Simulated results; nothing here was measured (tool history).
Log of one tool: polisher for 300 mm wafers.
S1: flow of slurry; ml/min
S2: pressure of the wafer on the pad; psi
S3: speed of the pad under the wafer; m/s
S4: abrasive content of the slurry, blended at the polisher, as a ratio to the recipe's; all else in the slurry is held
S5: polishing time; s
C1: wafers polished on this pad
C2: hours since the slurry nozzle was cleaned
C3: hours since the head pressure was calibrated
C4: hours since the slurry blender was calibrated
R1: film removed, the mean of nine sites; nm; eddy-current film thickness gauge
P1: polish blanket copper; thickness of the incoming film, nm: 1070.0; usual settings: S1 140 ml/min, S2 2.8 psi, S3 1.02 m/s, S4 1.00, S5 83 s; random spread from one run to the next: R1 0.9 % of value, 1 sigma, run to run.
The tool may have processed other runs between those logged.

run,hour,S1,S2,S3,S4,S5,C1,C2,C3,C4,R1
1,12.0,140,2.8,1.02,1.00,83,361,406.2,318.6,226.0,253.80
2,22.2,140,2.8,1.02,1.40,83,468,416.4,328.8,236.2,269.95
3,34.0,140,1.9,1.02,1.25,83,591,428.2,340.6,248.0,175.61
4,39.8,140,2.8,1.34,1.00,83,652,434.0,346.4,253.8,329.03
5,49.7,140,2.8,1.02,1.00,117,755,443.9,356.3,263.7,353.11
6,61.2,140,2.8,1.02,1.00,83,875,455.4,367.8,275.2,250.26
7,71.4,140,2.8,1.02,0.65,83,982,465.6,378.0,285.4,225.30
8,80.6,140,2.8,0.46,1.00,83,1078,474.8,387.2,294.6,112.33
9,93.3,140,2.8,1.02,1.00,37,1211,487.5,399.9,307.3,111.84
10,99.1,220,2.8,1.02,1.00,83,1272,493.3,405.7,313.1,264.45
11,106.1,140,4.4,1.02,1.00,83,1345,500.3,412.7,320.1,391.97
12,111.9,140,1.5,1.02,1.00,83,1405,506.1,418.5,325.9,132.65
13,119.2,100,2.8,1.02,1.00,83,1482,513.4,425.8,333.2,233.05
14,125.6,140,2.8,1.02,1.00,83,1548,519.8,432.2,339.6,248.39
15,132.3,140,2.8,1.02,1.00,83,1618,526.5,438.9,346.3,249.96
16,144.2,140,2.8,1.02,1.00,83,1743,538.4,450.8,358.2,250.13
17,153.6,140,2.8,1.02,1.00,83,1841,547.8,460.2,367.6,244.02
18,160.0,140,2.8,1.02,1.00,83,1908,554.2,466.6,374.0,251.79
19,172.8,140,2.8,1.02,1.00,83,2042,567.0,479.4,386.8,249.25
20,180.6,140,2.8,1.02,1.00,83,2123,574.8,487.2,394.6,240.16
21,186.4,140,2.8,1.02,1.00,83,2184,580.6,493.0,400.4,236.95
22,193.9,140,2.8,1.02,1.00,83,2262,588.1,500.5,407.9,233.18

Run 23, settings as shown, results not yet in. Your forecast:
# hour 204.1: slurry blender recalibrated
# hour 205.2: worn pad replaced by a new one
23,205.3,140,2.8,1.02,1.00,83,1,599.5,511.9,1.2,?

R1: 230.29 nm
